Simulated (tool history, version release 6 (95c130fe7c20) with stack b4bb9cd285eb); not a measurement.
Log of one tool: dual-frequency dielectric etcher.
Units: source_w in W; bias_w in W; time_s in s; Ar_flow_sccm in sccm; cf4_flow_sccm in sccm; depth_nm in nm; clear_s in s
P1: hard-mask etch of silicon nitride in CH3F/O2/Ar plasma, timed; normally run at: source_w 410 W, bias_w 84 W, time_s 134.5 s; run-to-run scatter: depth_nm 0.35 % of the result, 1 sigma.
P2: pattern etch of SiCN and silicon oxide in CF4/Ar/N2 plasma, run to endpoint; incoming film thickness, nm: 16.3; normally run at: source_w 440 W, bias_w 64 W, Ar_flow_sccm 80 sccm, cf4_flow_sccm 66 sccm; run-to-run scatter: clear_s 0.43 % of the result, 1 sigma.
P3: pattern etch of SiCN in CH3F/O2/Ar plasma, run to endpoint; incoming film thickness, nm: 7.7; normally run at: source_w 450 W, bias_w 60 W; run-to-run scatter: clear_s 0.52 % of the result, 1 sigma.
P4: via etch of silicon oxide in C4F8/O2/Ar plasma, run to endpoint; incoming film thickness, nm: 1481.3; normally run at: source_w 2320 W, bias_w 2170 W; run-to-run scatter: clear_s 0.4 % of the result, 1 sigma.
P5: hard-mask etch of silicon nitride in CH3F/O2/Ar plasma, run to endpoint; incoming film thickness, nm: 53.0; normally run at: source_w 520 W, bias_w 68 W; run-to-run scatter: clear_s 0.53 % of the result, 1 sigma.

run   hour  process  source_w  bias_w  time_s  Ar_flow_sccm  cf4_flow_sccm  hours since the last wet clean  hours since the last source power generator calibration  hours since the last bias power generator calibration  depth_nm  clear_s
  1    8.1       P1       410      84   134.5                                                        297.7                                                   2205.8                                                  542.1     98.56
  2   19.1       P5       390      68                                                                308.7                                                   2216.8                                                  553.1             78.579
  3   30.6       P2       440      90                    80             66                           320.2                                                   2228.3                                                  564.6             17.486
  4   37.8       P2       440      64                    80             82                           327.4                                                   2235.5                                                  571.8             18.785
  5   43.9       P1       410      84   134.5                                                        333.5                                                   2241.6                                                  577.9     98.08
  6   53.3       P4      2320    2170                                                                342.9                                                     2251                                                  587.3              271.2
  7   63.5       P2       280      64                    80             66                           353.1                                                   2261.2                                                  597.5             28.943
  8   73.3       P1       410      84   177.5                                                        362.9                                                     2271                                                  607.3    129.29
  9   84.9       P5       520      68                                                                374.5                                                   2282.6                                                  618.9             69.907
 10     91       P1       410      52     162                                                        380.6                                                   2288.7                                                    625     100.2
 11  102.1       P1       410     115      77                                                        391.7                                                   2299.8                                                  636.1    63.107
 12  108.9       P2       440      64                    80             66                           398.5                                                   2306.6                                                  642.9             19.332
 13  120.4       P1       410      58   134.5                                                          410                                                   2318.1                                                  654.4      86.4
 14  132.3       P4      2320    2170                                                                421.9                                                     2330                                                  666.3             272.12
 15  141.4       P4      1690    2170                                                                  431                                                   2339.1                                                  675.4             308.77
 16  151.1       P3       620      60                                                                440.7                                                   2348.8                                                  685.1             19.229
 17  159.7       P1       320      84   134.5                                                        449.3                                                   2357.4                                                  693.7     89.52
 18    168       P2       440      64                   109             66                           457.6                                                   2365.7                                                    702             20.537
 19  180.1       P1       410      84   134.5                                                        469.7                                                   2377.8                                                  714.1      98.3
 20  192.3       P1       560      84      74                                                        481.9                                                     2390                                                  726.3    60.852
 21  205.3       P4      2320    1730                                                                494.9                                                     2403                                                  739.3             289.25
 22  213.6       P3       450      82                                                                503.2                                                   2411.3                                                  747.6             19.519
 23  220.6       P1       410      84   134.5                                                        510.2                                                   2418.3                                                  754.6    98.318
 24  230.7       P1       410     103   134.5                                                        520.3                                                   2428.4                                                  764.7    105.96
 25  240.4       P5       520      68                                                                  530                                                   2438.1                                                  774.4             70.585
     246.4  -- wet clean of the chamber
 26  252.3       P1       410      84      75                                                            6                                                     2450                                                  786.3    54.594
 27  264.3       P5       520      45                                                                   18                                                     2462                                                  798.3             80.109
 28  271.9       P1       490      84   134.5                                                         25.6                                                   2469.6                                                  805.9     105.3
 29  284.7       P2       440      64                    80             66                            38.4                                                   2482.4                                                  818.7             19.507
 30  291.2       P3       450      60                                                                 44.9                                                   2488.9                                                  825.2             21.762
 31  301.3       P1       410      84   134.5                                                           55                                                     2499                                                  835.3    98.025
 32  311.2       P1       410      84   134.5                                                         64.9                                                   2508.9                                                  845.2    97.312
 33    318       P1       410      84   134.5                                                         71.7                                                   2515.7                                                    852    96.494
 34  325.9       P1       410      84   134.5                                                         79.6                                                   2523.6                                                  859.9    96.912
     334.7  -- wet clean of the chamber
 35  338.1       P1       410      84   134.5                                                          3.4                                                   2535.8                                                  872.1    96.023
 36  350.9       P1       410      84   134.5                                                         16.2                                                   2548.6                                                  884.9    96.175
 37  358.6       P1       410      84   134.5                                                         23.9                                                   2556.3                                                  892.6    96.301

What P1 gives has crept away from where it was. These 2 causes fit the log equally well, each at the size given:
A: source power that arrives under what is set, % = 4.51
B: bias power that arrives under what is set, % = 4.8
The creep began at about hour 301.3.
Why every other cause is out:
chamber walls in a state that lowers the etch rate, %: serviced at hour 334.7, which brought nothing back

4 check runs are offered, each on 2 wafers whose results are averaged, their results left as question marks. Which one tells the causes apart?
check 1  366.3       P5       420      68                                                                                                                                                                                                       ?
check 2  366.3       P2       440      89                    91             66                                                                                                                                                                  ?
check 3  366.3       P3       620      78                                                                                                                                                                                                       ?
check 4  366.3       P4      2320    1862                                                                                                                                                                                                       ?

What each check would give under each cause:
  check   result    if A    if B
check 1  clear_s  78.203  78.116
check 2  clear_s  18.485  18.059
check 3  clear_s  17.912  17.905
check 4  clear_s  289.19  287.76
How far apart the two closest causes lie, in the result that separates them most: check 1 0.11 %; check 2 2.33 %; check 3 0.04 %; check 4 0.5 %
Check 2 tells the causes apart: in the others they would give nearly the same result.

Check 2 was then run and gave: clear_s 18.479 s. Which cause is it?

It is A: source power that arrives under what is set, %.

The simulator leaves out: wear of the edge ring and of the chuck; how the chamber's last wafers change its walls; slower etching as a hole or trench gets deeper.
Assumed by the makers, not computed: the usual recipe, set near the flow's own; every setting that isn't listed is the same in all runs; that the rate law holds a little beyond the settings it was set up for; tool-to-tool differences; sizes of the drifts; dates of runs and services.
